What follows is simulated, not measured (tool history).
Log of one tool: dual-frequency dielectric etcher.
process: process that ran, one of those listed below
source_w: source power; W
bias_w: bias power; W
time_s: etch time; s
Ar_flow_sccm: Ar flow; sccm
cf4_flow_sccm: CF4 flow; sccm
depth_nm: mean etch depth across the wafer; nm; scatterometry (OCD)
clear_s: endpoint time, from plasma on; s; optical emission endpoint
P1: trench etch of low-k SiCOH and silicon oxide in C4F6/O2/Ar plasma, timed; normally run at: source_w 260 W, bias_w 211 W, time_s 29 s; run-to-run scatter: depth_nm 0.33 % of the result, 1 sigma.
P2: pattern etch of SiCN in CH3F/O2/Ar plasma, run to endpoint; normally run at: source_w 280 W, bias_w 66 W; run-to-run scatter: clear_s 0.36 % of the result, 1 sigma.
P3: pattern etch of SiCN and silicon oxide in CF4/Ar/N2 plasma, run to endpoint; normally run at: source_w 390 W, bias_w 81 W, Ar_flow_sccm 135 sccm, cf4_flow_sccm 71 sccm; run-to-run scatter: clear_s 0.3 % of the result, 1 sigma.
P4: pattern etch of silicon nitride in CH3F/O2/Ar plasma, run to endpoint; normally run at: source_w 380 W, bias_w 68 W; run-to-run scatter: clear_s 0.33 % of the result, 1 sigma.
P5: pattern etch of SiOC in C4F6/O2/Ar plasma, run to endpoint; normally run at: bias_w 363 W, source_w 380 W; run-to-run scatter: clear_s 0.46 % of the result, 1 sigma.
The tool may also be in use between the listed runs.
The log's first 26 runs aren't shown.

run	hour	process	source_w	bias_w	time_s	Ar_flow_sccm	cf4_flow_sccm	hours since the last wet clean	hours since the last source power generator calibration	hours since the last bias power generator calibration	depth_nm	clear_s
27	341.3	P2	280	49				606.5	1849.4	75.1		38.049
28	349.7	P3	390	48		135	71	614.9	1857.8	83.5		23.123
29	363.4	P1	260	211	29			628.6	1871.5	97.2	83.117	
30	378.2	P1	260	211	29			643.4	1886.3	112	83.639	
31	387.8	P1	260	211	29			653	1895.9	121.6	83.84	
32	400.5	P1	260	211	29			665.7	1908.6	134.3	83.575	
33	409.3	P1	260	211	29			674.5	1917.4	143.1	84.376	
# hour 412.5: wet clean of the chamber
34	420.1	P1	260	211	29			7.6	1928.2	153.9	84.332	
35	433.3	P1	260	211	29			20.8	1941.4	167.1	83.994	

The next listed run, before its measurement:
36	447.9	P1	260	211	29			35.4	1956	181.7	?	

depth_nm: 84.201 nm

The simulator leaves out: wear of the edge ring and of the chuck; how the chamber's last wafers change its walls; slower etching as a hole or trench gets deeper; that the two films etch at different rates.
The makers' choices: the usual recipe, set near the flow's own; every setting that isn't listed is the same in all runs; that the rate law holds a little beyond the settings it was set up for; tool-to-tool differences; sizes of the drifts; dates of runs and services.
